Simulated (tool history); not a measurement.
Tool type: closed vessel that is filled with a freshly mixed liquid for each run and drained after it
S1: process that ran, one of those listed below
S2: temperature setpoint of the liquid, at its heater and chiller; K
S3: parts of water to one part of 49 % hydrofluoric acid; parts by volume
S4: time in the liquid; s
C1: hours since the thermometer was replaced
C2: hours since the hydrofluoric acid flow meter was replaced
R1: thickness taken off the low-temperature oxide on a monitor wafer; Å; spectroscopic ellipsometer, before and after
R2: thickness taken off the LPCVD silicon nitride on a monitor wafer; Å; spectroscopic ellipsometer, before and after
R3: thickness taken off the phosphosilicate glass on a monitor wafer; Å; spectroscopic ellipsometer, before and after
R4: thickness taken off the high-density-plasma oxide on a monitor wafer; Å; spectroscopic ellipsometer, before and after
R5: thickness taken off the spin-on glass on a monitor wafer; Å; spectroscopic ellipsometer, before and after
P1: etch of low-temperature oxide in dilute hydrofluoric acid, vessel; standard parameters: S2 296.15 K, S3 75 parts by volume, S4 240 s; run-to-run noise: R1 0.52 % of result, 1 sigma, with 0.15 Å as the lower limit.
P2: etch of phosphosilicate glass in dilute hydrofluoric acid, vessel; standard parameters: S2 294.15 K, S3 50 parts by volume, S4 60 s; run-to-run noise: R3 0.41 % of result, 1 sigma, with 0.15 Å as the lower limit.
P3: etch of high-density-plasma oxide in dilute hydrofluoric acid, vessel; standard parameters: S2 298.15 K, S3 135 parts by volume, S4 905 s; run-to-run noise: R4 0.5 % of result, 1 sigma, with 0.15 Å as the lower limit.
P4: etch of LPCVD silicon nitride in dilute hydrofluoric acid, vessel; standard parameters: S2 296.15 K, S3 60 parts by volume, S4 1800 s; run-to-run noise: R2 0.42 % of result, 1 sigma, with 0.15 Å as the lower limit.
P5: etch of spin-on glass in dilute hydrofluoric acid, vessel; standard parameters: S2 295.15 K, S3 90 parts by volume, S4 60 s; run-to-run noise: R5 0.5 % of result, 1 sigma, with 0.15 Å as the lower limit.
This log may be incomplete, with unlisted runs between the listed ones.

run,hour,S1,S2,S3,S4,C1,C2,R1,R2,R3,R4,R5
1,12,P1,296.15,75,240,917.7,426.3,501.94,,,,
2,26.8,P4,291.65,60,1800,932.5,441.1,,102.83,,,
3,37.9,P2,294.15,50,60,943.6,452.2,,,1173.9,,
4,51.9,P1,296.15,75,35,957.6,466.2,73.001,,,,
5,62.7,P4,296.15,60,1800,968.4,477,,141.22,,,
6,75.6,P1,304.15,75,240,981.3,489.9,692.19,,,,
7,90.2,P1,296.15,75,240,995.9,504.5,501.63,,,,
8,100.8,P3,298.15,250,905,1006.5,515.1,,,,250.48,
9,110.9,P1,296.15,35,35,1016.6,525.2,165.54,,,,
10,124.7,P3,298.15,135,905,1030.4,539,,,,528.57,
11,137.2,P1,296.15,130,30,1042.9,551.5,34.076,,,,
12,151.8,P4,296.15,100,1800,1057.5,566.1,,85.225,,,
13,164.4,P3,298.15,135,905,1070.1,578.7,,,,529.31,
14,175.9,P1,296.15,75,240,1081.6,590.2,507.6,,,,
15,185.9,P1,296.15,20,240,1091.6,600.2,2016.8,,,,
16,196.2,P1,296.15,75,390,1101.9,610.5,823.42,,,,
17,207.8,P2,290.15,50,60,1113.5,622.1,,,989.11,,
18,219.3,P1,296.15,75,240,1125,633.6,503.24,,,,
19,226.4,P5,295.15,90,60,1132.1,640.7,,,,,182.2
20,241,P1,296.15,75,240,1146.7,655.3,501.9,,,,
21,252.8,P2,294.15,50,30,1158.5,667.1,,,583.1,,
22,261.3,P3,298.15,135,30,1167,675.6,,,,18.034,
23,271.9,P4,296.15,60,3380,1177.6,686.2,,262.97,,,
24,286.5,P2,294.15,90,60,1192.2,700.8,,,620.95,,
25,295.6,P1,296.15,75,240,1201.3,709.9,503.52,,,,
26,308.2,P1,290.15,75,240,1213.9,722.5,389.32,,,,
27,315.1,P5,295.15,165,60,1220.8,729.4,,,,,92.113
28,324.1,P1,296.15,115,240,1229.8,738.4,312.36,,,,
29,331.6,P5,300.15,90,60,1237.3,745.9,,,,,222.43
30,344.1,P5,295.15,90,30,1249.8,758.4,,,,,91.906
31,354.6,P3,294.15,135,905,1260.3,768.9,,,,453.28,
32,365.7,P2,294.15,50,60,1271.4,780,,,1162.8,,
33,379.7,P1,296.15,75,240,1285.4,794,503.88,,,,
34,387.3,P1,296.15,75,240,1293,801.6,517.13,,,,
35,394.3,P1,296.15,75,240,1300,808.6,528.84,,,,

For run 36, what comes out?
36,405.3,P1,296.15,75,240,1311,819.6,?,,,,

R1: 530.87 Å

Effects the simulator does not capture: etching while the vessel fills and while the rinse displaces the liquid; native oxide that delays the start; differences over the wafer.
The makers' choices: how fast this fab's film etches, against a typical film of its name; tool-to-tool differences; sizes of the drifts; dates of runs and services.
